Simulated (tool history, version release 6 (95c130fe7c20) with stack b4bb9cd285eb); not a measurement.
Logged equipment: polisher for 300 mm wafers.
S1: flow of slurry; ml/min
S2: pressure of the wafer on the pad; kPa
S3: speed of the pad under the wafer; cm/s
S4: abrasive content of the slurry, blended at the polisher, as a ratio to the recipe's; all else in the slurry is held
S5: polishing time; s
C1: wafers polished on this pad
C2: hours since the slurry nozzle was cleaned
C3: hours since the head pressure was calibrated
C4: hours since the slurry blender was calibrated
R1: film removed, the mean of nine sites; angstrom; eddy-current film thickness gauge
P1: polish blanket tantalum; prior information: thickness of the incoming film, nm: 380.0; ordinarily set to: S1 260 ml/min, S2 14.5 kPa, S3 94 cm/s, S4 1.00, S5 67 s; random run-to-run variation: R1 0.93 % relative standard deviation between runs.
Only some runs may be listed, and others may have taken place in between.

run 1 hour=11.5 | S1=260 S2=14.5 S3=94 S4=1.00 S5=67 | C1=564 C2=344.5 C3=116.5 C4=30.7 | R1=1071.40
run 2 hour=21.8 | S1=260 S2=14.5 S3=42 S4=1.00 S5=67 | C1=688 C2=354.8 C3=126.8 C4=41.0 | R1=484.95
run 3 hour=32.6 | S1=260 S2=10.3 S3=94 S4=1.00 S5=67 | C1=818 C2=365.6 C3=137.6 C4=51.8 | R1=751.53
run 4 hour=42.7 | S1=260 S2=14.5 S3=138 S4=1.45 S5=67 | C1=940 C2=375.7 C3=147.7 C4=61.9 | R1=1697.20
run 5 hour=52.0 | S1=260 S2=14.5 S3=94 S4=1.00 S5=67 | C1=1052 C2=385.0 C3=157.0 C4=71.2 | R1=1056.40
run 6 hour=59.9 | S1=260 S2=19.3 S3=94 S4=1.00 S5=67 | C1=1147 C2=392.9 C3=164.9 C4=79.1 | R1=1395.10
run 7 hour=71.0 | S1=260 S2=14.5 S3=94 S4=1.50 S5=67 | C1=1281 C2=404.0 C3=176.0 C4=90.2 | R1=1176.00
run 8 hour=77.3 | S1=260 S2=14.5 S3=94 S4=1.00 S5=103 | C1=1357 C2=410.3 C3=182.3 C4=96.5 | R1=1631.80
run 9 hour=85.8 | S1=260 S2=14.5 S3=128 S4=1.00 S5=67 | C1=1459 C2=418.8 C3=190.8 C4=105.0 | R1=1431.00
run 10 hour=96.9 | S1=260 S2=14.5 S3=94 S4=0.55 S5=67 | C1=1593 C2=429.9 C3=201.9 C4=116.1 | R1=854.52
run 11 hour=107.9 | S1=260 S2=14.5 S3=94 S4=1.00 S5=67 | C1=1726 C2=440.9 C3=212.9 C4=127.1 | R1=1069.70
run 12 hour=117.3 | S1=260 S2=14.5 S3=94 S4=1.00 S5=30 | C1=1839 C2=450.3 C3=222.3 C4=136.5 | R1=481.75
run 13 hour=129.2 | S1=185 S2=14.5 S3=94 S4=1.00 S5=67 | C1=1983 C2=462.2 C3=234.2 C4=148.4 | R1=995.24
run 14 hour=139.8 | S1=260 S2=14.5 S3=94 S4=1.00 S5=67 | C1=2110 C2=472.8 C3=244.8 C4=159.0 | R1=1073.40
-- hour=141.7 slurry blender recalibrated
run 15 hour=151.4 | S1=260 S2=14.5 S3=94 S4=1.00 S5=67 | C1=2250 C2=484.4 C3=256.4 C4=9.7 | R1=1057.00
run 16 hour=159.5 | S1=335 S2=14.5 S3=94 S4=1.00 S5=67 | C1=2348 C2=492.5 C3=264.5 C4=17.8 | R1=1099.50
run 17 hour=169.0 | S1=260 S2=14.5 S3=94 S4=1.00 S5=67 | C1=2462 C2=502.0 C3=274.0 C4=27.3 | R1=1059.60
run 18 hour=174.7 | S1=260 S2=14.5 S3=94 S4=1.00 S5=67 | C1=2531 C2=507.7 C3=279.7 C4=33.0 | R1=1049.50
run 19 hour=185.7 | S1=260 S2=14.5 S3=94 S4=1.00 S5=67 | C1=2664 C2=518.7 C3=290.7 C4=44.0 | R1=1015.10
-- hour=191.7 worn pad replaced by a new one
-- hour=193.4 slurry nozzle cleaned
run 20 hour=196.2 | S1=260 S2=14.5 S3=94 S4=1.00 S5=67 | C1=54 C2=2.8 C3=301.2 C4=54.5 | R1=992.55
run 21 hour=207.1 | S1=260 S2=14.5 S3=94 S4=1.00 S5=67 | C1=185 C2=13.7 C3=312.1 C4=65.4 | R1=999.29
run 22 hour=213.0 | S1=260 S2=14.5 S3=94 S4=1.00 S5=67 | C1=256 C2=19.6 C3=318.0 C4=71.3 | R1=999.14
run 23 hour=220.0 | S1=260 S2=14.5 S3=94 S4=1.00 S5=67 | C1=341 C2=26.6 C3=325.0 C4=78.3 | R1=999.99
run 24 hour=230.0 | S1=260 S2=14.5 S3=94 S4=1.00 S5=67 | C1=461 C2=36.6 C3=335.0 C4=88.3 | R1=980.08

Compared with where it was, what P1 gives has crept away. Each cause listed below fits the log as well as the rest, at the size given for it:
A: abrasive missing from the slurry, % = 20.5
B: head's pressure below its setpoint, % = 6.88
At approximately hour 169.0, the process output began to creep.
Why every other cause is out:
removal rate lost through wear of the pad, %: serviced at hour 191.7, after the change had begun; the process did not return to its earlier output
slurry flow missing at the pad, %: serviced at hour 193.4, after the change had begun; the process did not return to its earlier output

Which of the check runs below tells the causes apart, meaning the causes would give it clearly different results? Each run uses 5 wafers whose results are averaged, and each result is shown as a question mark.
run check 1 hour=240.0 | S1=260 S2=14.5 S3=124 S4=1.00 S5=102 | R1=?
run check 2 hour=240.0 | S1=205 S2=14.5 S3=94 S4=0.55 S5=67 | R1=?
run check 3 hour=240.0 | S1=260 S2=14.5 S3=94 S4=1.20 S5=31 | R1=?
run check 4 hour=240.0 | S1=260 S2=11.7 S3=94 S4=1.00 S5=91 | R1=?

What each check would give under each cause:
check=check_1 result=R1 if_A=1985.90 if_B=1985.50
check=check_2 result=R1 if_A=755.45 if_B=779.85
check=check_3 result=R1 if_A=484.57 if_B=480.32
check=check_4 result=R1 if_A=1087.30 if_B=1087.00
Separation of the two closest causes in each check, using whichever result separates them best: check 1 0.02 %; check 2 3.18 %; check 3 0.88 %; check 4 0.02 %
The other checks would show nearly matching results whichever cause is true, so check 2 is the only one that separates the causes.

After running check 2, the following was obtained: R1 779.02 angstrom. Which cause does this point to?

It is B: head's pressure below its setpoint, %.
